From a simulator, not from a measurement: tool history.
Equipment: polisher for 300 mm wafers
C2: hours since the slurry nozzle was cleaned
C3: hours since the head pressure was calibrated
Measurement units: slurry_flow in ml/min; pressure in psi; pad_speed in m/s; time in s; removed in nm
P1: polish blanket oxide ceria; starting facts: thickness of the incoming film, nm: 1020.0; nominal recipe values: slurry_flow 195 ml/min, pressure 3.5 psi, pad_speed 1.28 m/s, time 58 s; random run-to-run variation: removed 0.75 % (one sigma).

Run 1, hour 6.2: slurry_flow 195 ml/min, pressure 3.5 psi, pad_speed 1.28 m/s, time 58 s; wafers polished on this pad 624; C2 528.1; C3 309.2. Result: removed 409.87 nm.
At hour 14.3: slurry nozzle cleaned.
Run 2, hour 16.1: slurry_flow 195 ml/min, pressure 3.5 psi, pad_speed 1.28 m/s, time 58 s; wafers polished on this pad 725; C2 1.9; C3 319.1. Result: removed 415.42 nm.
Run 3, hour 26.2: slurry_flow 195 ml/min, pressure 3.5 psi, pad_speed 0.64 m/s, time 58 s; wafers polished on this pad 829; C2 12; C3 329.2. Result: removed 206.48 nm.
Run 4, hour 35.3: slurry_flow 195 ml/min, pressure 3.5 psi, pad_speed 1.28 m/s, time 85 s; wafers polished on this pad 922; C2 21.1; C3 338.3. Result: removed 603.08 nm.
Run 5, hour 44.6: slurry_flow 250 ml/min, pressure 3.5 psi, pad_speed 0.66 m/s, time 58 s; wafers polished on this pad 1018; C2 30.4; C3 347.6. Result: removed 219.4 nm.
Run 6, hour 51.7: slurry_flow 195 ml/min, pressure 2 psi, pad_speed 1.28 m/s, time 58 s; wafers polished on this pad 1091; C2 37.5; C3 354.7. Result: removed 232.25 nm.
Run 7, hour 62.1: slurry_flow 195 ml/min, pressure 3.5 psi, pad_speed 1.9 m/s, time 58 s; wafers polished on this pad 1197; C2 47.9; C3 365.1. Result: removed 618.2 nm.
Run 8, hour 67.6: slurry_flow 310 ml/min, pressure 3.5 psi, pad_speed 1.28 m/s, time 58 s; wafers polished on this pad 1254; C2 53.4; C3 370.6. Result: removed 431.28 nm.
Run 9, hour 75.6: slurry_flow 195 ml/min, pressure 3.5 psi, pad_speed 1.28 m/s, time 58 s; wafers polished on this pad 1336; C2 61.4; C3 378.6. Result: removed 407.78 nm.
Run 10, hour 83.7: slurry_flow 195 ml/min, pressure 3.5 psi, pad_speed 1.28 m/s, time 58 s; wafers polished on this pad 1419; C2 69.5; C3 386.7. Result: removed 414.84 nm.

Estimate the outcome of run 11 from the log above:
Run 11, hour 89.6: slurry_flow 195 ml/min, pressure 3.5 psi, pad_speed 1.28 m/s, time 33 s; wafers polished on this pad 1479; C2 75.4; C3 392.6. Result: removed ?.

Run 11 produced removed 235 nm.
